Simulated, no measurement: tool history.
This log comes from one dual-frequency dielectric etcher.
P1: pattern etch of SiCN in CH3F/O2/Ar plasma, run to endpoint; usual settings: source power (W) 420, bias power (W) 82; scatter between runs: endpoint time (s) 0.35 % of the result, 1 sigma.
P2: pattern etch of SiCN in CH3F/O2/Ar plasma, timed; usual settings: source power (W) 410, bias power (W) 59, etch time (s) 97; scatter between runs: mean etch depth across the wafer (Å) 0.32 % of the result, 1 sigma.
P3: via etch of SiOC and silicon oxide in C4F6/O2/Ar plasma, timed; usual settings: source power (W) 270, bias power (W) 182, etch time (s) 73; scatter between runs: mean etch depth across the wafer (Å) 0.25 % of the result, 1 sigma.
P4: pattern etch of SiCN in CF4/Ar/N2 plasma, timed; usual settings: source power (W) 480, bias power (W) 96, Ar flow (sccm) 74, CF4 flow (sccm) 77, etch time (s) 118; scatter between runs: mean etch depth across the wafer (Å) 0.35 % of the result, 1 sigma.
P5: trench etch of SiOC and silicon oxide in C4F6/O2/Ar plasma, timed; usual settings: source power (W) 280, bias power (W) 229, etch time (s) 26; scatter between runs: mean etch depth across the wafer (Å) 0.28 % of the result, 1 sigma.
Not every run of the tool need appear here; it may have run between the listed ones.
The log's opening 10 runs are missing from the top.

run,day,process that ran,source power (W),bias power (W),etch time (s),Ar flow (sccm),CF4 flow (sccm),hours since the last wet clean,hours since the last source power generator calibration,hours since the last bias power generator calibration,endpoint time (s),mean etch depth across the wafer (Å)
11,2.792,P2,410,59,137,,,343,832.1,834.6,,486.39
12,2.971,P3,270,182,40,,,347.3,836.4,838.9,,393.74
13,3.196,P1,550,105,,,,352.7,841.8,844.3,18.004,
14,3.442,P3,270,182,73,,,358.6,847.7,850.2,,718.17
15,3.667,P4,480,96,118,55,77,364,853.1,855.6,,1266.2
16,3.871,P3,270,182,73,,,368.9,858,860.5,,715.27
17,4.158,P4,660,96,118,74,77,375.8,864.9,867.4,,1614.1
18,4.429,P1,420,82,,,,382.3,871.4,873.9,21.74,
19,4.742,P2,540,59,97,,,389.8,878.9,881.4,,383.97
20,5.029,P1,420,100,,,,396.7,885.8,888.3,20.443,
21,5.367,P1,510,95,,,,404.8,893.9,896.4,19.267,
22,5.55,P4,480,132,118,74,77,409.2,898.3,900.8,,1368.7
23,5.842,P1,550,82,,,,416.2,905.3,907.8,19.728,
24,6.167,P4,480,96,118,74,56,424,913.1,915.6,,1174.4
25,6.417,P5,340,229,26,,,430,919.1,921.6,,509.83
26,6.617,P5,280,229,35,,,434.8,923.9,926.4,,638.89

Expected results for the next run?
27,6.917,P4,480,96,118,74,77,442,931.1,933.6,,?

mean etch depth across the wafer (Å): 1212.9
